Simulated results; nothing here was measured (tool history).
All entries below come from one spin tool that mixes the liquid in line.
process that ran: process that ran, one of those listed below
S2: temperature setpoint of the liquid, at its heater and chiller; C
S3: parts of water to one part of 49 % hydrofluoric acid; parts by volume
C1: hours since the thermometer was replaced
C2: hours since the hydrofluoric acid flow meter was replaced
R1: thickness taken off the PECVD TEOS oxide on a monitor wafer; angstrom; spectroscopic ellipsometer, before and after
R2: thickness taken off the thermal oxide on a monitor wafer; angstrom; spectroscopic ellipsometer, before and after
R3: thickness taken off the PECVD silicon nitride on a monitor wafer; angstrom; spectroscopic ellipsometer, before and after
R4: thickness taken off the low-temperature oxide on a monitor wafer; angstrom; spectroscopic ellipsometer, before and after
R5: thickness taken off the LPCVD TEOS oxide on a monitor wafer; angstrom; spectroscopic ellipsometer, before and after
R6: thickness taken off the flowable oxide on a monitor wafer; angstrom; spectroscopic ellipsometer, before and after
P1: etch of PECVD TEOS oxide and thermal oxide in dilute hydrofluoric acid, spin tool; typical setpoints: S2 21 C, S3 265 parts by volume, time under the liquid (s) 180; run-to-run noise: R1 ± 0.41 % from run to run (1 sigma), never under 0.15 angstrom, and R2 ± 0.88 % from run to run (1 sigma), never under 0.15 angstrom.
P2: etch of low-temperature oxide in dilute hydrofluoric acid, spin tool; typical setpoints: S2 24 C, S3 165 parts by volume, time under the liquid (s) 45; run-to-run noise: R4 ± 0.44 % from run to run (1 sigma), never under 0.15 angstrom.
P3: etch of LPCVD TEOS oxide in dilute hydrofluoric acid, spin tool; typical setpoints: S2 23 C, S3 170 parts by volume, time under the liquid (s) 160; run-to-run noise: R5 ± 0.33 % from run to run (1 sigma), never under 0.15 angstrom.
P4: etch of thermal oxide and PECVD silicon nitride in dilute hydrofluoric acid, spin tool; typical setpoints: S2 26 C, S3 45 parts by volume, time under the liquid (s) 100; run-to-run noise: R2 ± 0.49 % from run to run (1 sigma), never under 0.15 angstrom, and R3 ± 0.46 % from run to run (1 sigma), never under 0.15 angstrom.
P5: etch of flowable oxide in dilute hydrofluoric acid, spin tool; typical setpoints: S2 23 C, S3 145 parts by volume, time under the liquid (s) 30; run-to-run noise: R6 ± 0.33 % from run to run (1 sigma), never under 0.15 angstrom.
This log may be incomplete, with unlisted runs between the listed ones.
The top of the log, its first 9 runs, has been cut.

{"run": 10, "hour": 87.9, "process that ran": "P1", "S2": 21, "S3": 265, "time under the liquid (s)": 310, "C1": 22, "C2": 1911.4, "R1": 90.355, "R2": 44.041}
{"run": 11, "hour": 95.1, "process that ran": "P1", "S2": 21, "S3": 265, "time under the liquid (s)": 180, "C1": 29.2, "C2": 1918.6, "R1": 52.45, "R2": 25.41}
{"run": 12, "hour": 104.6, "process that ran": "P1", "S2": 21, "S3": 265, "time under the liquid (s)": 180, "C1": 38.7, "C2": 1928.1, "R1": 52.813, "R2": 24.969}
{"run": 13, "hour": 111.1, "process that ran": "P4", "S2": 26, "S3": 45, "time under the liquid (s)": 170, "C1": 45.2, "C2": 1934.6, "R2": 201.1, "R3": 103.02}
{"run": 14, "hour": 116.8, "process that ran": "P2", "S2": 24, "S3": 165, "time under the liquid (s)": 45, "C1": 50.9, "C2": 1940.3, "R4": 64.021}
{"run": 15, "hour": 122.3, "process that ran": "P4", "S2": 26, "S3": 45, "time under the liquid (s)": 100, "C1": 56.4, "C2": 1945.8, "R2": 118.46, "R3": 60.673}
{"hour": 128.4, "done": "hydrofluoric acid flow meter replaced"}
{"run": 16, "hour": 130.2, "process that ran": "P3", "S2": 23, "S3": 170, "time under the liquid (s)": 160, "C1": 64.3, "C2": 1.9, "R5": 176.42}
{"run": 17, "hour": 141.2, "process that ran": "P5", "S2": 23, "S3": 145, "time under the liquid (s)": 30, "C1": 75.3, "C2": 12.9, "R6": 80.79}
{"run": 18, "hour": 147.1, "process that ran": "P3", "S2": 23, "S3": 170, "time under the liquid (s)": 160, "C1": 81.2, "C2": 18.8, "R5": 177.4}
{"run": 19, "hour": 153.7, "process that ran": "P2", "S2": 17, "S3": 165, "time under the liquid (s)": 45, "C1": 87.8, "C2": 25.4, "R4": 48.906}

The next listed run, before its measurement:
{"run": 20, "hour": 165.9, "process that ran": "P5", "S2": 23, "S3": 145, "time under the liquid (s)": 15, "C1": 100, "C2": 37.6, "R6": "?"}

{"run 20": {"R6": 40.621}}

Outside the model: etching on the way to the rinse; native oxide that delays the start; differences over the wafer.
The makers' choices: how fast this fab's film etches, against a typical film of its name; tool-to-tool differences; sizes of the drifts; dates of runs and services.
